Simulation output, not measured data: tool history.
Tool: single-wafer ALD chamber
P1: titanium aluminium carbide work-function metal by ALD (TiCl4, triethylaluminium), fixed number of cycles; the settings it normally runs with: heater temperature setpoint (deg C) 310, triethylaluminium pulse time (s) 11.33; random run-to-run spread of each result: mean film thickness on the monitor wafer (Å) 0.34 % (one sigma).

run	hour	heater temperature setpoint (deg C)	triethylaluminium pulse time (s)	mean film thickness on the monitor wafer (Å)
1	14	310	11.33	21.396
2	29.5	310	11.33	21.463
3	39.5	291	4.91	16.494
4	51.8	310	6.23	19.458
5	64.8	310	11.33	21.553
6	79.8	310	11.33	21.368
7	89.8	300	5.09	17.523
8	102.8	300	5.66	18.021
9	110.2	310	11.33	21.53
# hour 112.3: triethylaluminium bottle replaced
10	122.7	335	11.33	23.854
11	136.8	289	11.33	19.605
12	153.1	310	16.64	21.865
13	160.8	310	11.33	21.473
14	176.2	310	11.33	21.251
15	187.4	310	11.33	21.366
16	196.7	310	11.33	21.285
17	209.8	310	11.33	21.344
18	217.1	310	11.33	21.042
19	227.1	310	11.33	21.007
20	240.1	310	11.33	21.05
21	254.4	310	11.33	21.182
22	269.5	310	11.33	20.962
23	277.8	310	11.33	20.995
24	291.9	310	11.33	21.146

Compared with where it was, what P1 gives has crept away. Each cause listed below fits the log as well as the rest, at the size given for it:
A: triethylaluminium dose below that of a fresh bottle (%) = 19.9
B: wafer temperature below the value expected at the setpoint (K) = 5.77
Onset of the creep was near hour 160.8.

Below are 4 check runs, each on a single wafer, with their results shown as question marks. Which of them would tell the listed causes apart, meaning the causes would give clearly different results under it?
check 1	306	310	6.4	?
check 2	306	332	11.33	?
check 3	306	289	11.33	?
check 4	306	292	11.33	?

Check results expected under each cause:
check	result	if A	if B
check 1	mean film thickness on the monitor wafer (Å)	18.228	19.089
check 2	mean film thickness on the monitor wafer (Å)	22.975	23.014
check 3	mean film thickness on the monitor wafer (Å)	19.182	19.146
check 4	mean film thickness on the monitor wafer (Å)	19.443	19.411
Minimum pairwise separation of causes per check, each pair taken at its best-separating result: check 1 4.62 %; check 2 0.17 %; check 3 0.19 %; check 4 0.16 %
Check 1 is the one run that separates the causes; every other check would come out nearly the same whichever cause is at work.

With check 1 done, the readings were: mean film thickness on the monitor wafer (Å) 18.164. Identify which of the listed causes applies.

It is A: triethylaluminium dose below that of a fresh bottle (%).
